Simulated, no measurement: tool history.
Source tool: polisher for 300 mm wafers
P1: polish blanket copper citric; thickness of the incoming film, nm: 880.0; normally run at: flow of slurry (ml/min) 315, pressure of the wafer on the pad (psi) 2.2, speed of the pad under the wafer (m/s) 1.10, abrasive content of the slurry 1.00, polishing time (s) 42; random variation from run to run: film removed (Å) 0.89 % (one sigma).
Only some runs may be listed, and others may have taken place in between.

run,hour,flow of slurry (ml/min),pressure of the wafer on the pad (psi),speed of the pad under the wafer (m/s),abrasive content of the slurry,polishing time (s),wafers polished on this pad,hours since the slurry nozzle was cleaned,hours since the head pressure was calibrated,hours since the slurry blender was calibrated,film removed (Å)
1,6.9,315,2.2,1.10,1.00,42,309,186.1,102.9,60.6,913.25
2,11.3,315,2.2,1.10,1.00,42,367,190.5,107.3,65.0,916.70
3,19.4,315,2.2,1.44,1.00,42,472,198.6,115.4,73.1,1197.50
# hour 21.7: slurry nozzle cleaned
4,27.4,315,1.2,1.10,1.00,42,576,5.8,123.4,81.1,506.33
5,36.3,315,2.2,1.10,1.00,53,692,14.7,132.3,90.0,1147.90
6,40.6,315,3.5,1.10,1.00,42,748,19.0,136.6,94.3,1445.20
7,49.5,315,3.2,1.64,1.00,42,864,27.9,145.5,103.2,1977.50
8,53.7,315,2.2,1.10,1.00,42,919,32.1,149.7,107.4,918.34
9,59.6,410,3.4,1.10,1.00,42,996,38.0,155.6,113.3,1425.90
10,68.5,190,2.2,1.38,1.00,42,1111,46.9,164.5,122.2,1079.90
11,77.4,315,2.2,1.10,1.45,42,1227,55.8,173.4,131.1,989.36
12,82.3,315,2.2,1.10,1.00,42,1291,60.7,178.3,136.0,920.69
13,88.6,465,2.2,1.10,1.00,42,1373,67.0,184.6,142.3,920.18
14,97.2,315,2.2,0.52,1.00,42,1485,75.6,193.2,150.9,444.68
15,104.8,315,2.2,1.10,0.50,42,1584,83.2,200.8,158.5,794.97

Estimate the outcome of run 16 from the log above:
16,113.4,190,2.2,1.10,1.00,42,1696,91.8,209.4,167.1,?

film removed (Å): 869.60

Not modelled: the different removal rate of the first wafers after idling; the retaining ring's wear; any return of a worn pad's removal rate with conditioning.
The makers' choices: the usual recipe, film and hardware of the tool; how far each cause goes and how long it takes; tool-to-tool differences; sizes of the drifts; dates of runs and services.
